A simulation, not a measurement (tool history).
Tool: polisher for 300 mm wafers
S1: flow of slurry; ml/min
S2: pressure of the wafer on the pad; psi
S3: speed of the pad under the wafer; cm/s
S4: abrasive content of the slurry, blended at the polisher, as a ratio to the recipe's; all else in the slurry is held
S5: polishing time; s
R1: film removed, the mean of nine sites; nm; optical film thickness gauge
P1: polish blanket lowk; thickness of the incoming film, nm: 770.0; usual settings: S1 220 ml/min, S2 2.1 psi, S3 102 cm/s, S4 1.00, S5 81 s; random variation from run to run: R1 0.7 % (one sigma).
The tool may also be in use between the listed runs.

run 1 day=0.429 | S1=220 S2=2.1 S3=102 S4=1.00 S5=81 | R1=31.598
run 2 day=1.042 | S1=315 S2=2.1 S3=102 S4=1.20 S5=81 | R1=35.713
run 3 day=1.650 | S1=220 S2=2.1 S3=102 S4=1.00 S5=81 | R1=31.528
run 4 day=2.033 | S1=220 S2=1.2 S3=102 S4=1.00 S5=125 | R1=28.242
run 5 day=2.408 | S1=220 S2=2.1 S3=102 S4=1.00 S5=81 | R1=31.716
run 6 day=3.092 | S1=220 S2=2.1 S3=102 S4=0.55 S5=81 | R1=22.904
run 7 day=3.496 | S1=220 S2=2.1 S3=102 S4=1.00 S5=81 | R1=31.677
-- day=3.758 slurry nozzle cleaned
run 8 day=3.825 | S1=220 S2=3.3 S3=102 S4=1.00 S5=81 | R1=50.159
run 9 day=4.408 | S1=220 S2=2.1 S3=102 S4=1.00 S5=51 | R1=20.200
run 10 day=5.092 | S1=330 S2=2.1 S3=102 S4=1.00 S5=81 | R1=33.049
run 11 day=5.679 | S1=220 S2=2.1 S3=102 S4=1.00 S5=81 | R1=31.528
run 12 day=6.100 | S1=220 S2=2.1 S3=102 S4=1.45 S5=81 | R1=36.527
run 13 day=6.783 | S1=220 S2=2.1 S3=102 S4=1.00 S5=81 | R1=31.631
run 14 day=7.338 | S1=220 S2=2.1 S3=46 S4=1.00 S5=81 | R1=16.983
run 15 day=7.775 | S1=220 S2=2.1 S3=102 S4=1.00 S5=117 | R1=45.867
run 16 day=8.371 | S1=130 S2=2.1 S3=102 S4=1.00 S5=81 | R1=28.982
run 17 day=8.925 | S1=220 S2=2.1 S3=132 S4=1.00 S5=81 | R1=38.596
run 18 day=9.304 | S1=220 S2=1.0 S3=102 S4=1.00 S5=81 | R1=15.098
run 19 day=9.842 | S1=220 S2=2.1 S3=102 S4=1.00 S5=81 | R1=31.904
run 20 day=10.462 | S1=220 S2=2.1 S3=102 S4=1.00 S5=81 | R1=30.220
run 21 day=11.033 | S1=220 S2=2.1 S3=102 S4=1.00 S5=81 | R1=29.141
-- day=11.333 conditioning disc replaced and pad reconditioned
-- day=11.583 head pressure recalibrated
run 22 day=11.662 | S1=220 S2=2.1 S3=102 S4=1.00 S5=81 | R1=29.118

Forecast run 23:
-- day=11.888 slurry nozzle cleaned
run 23 day=12.100 | S1=220 S2=2.1 S3=102 S4=1.00 S5=81 | R1=?

{"run 23": {"R1": 28.912}}
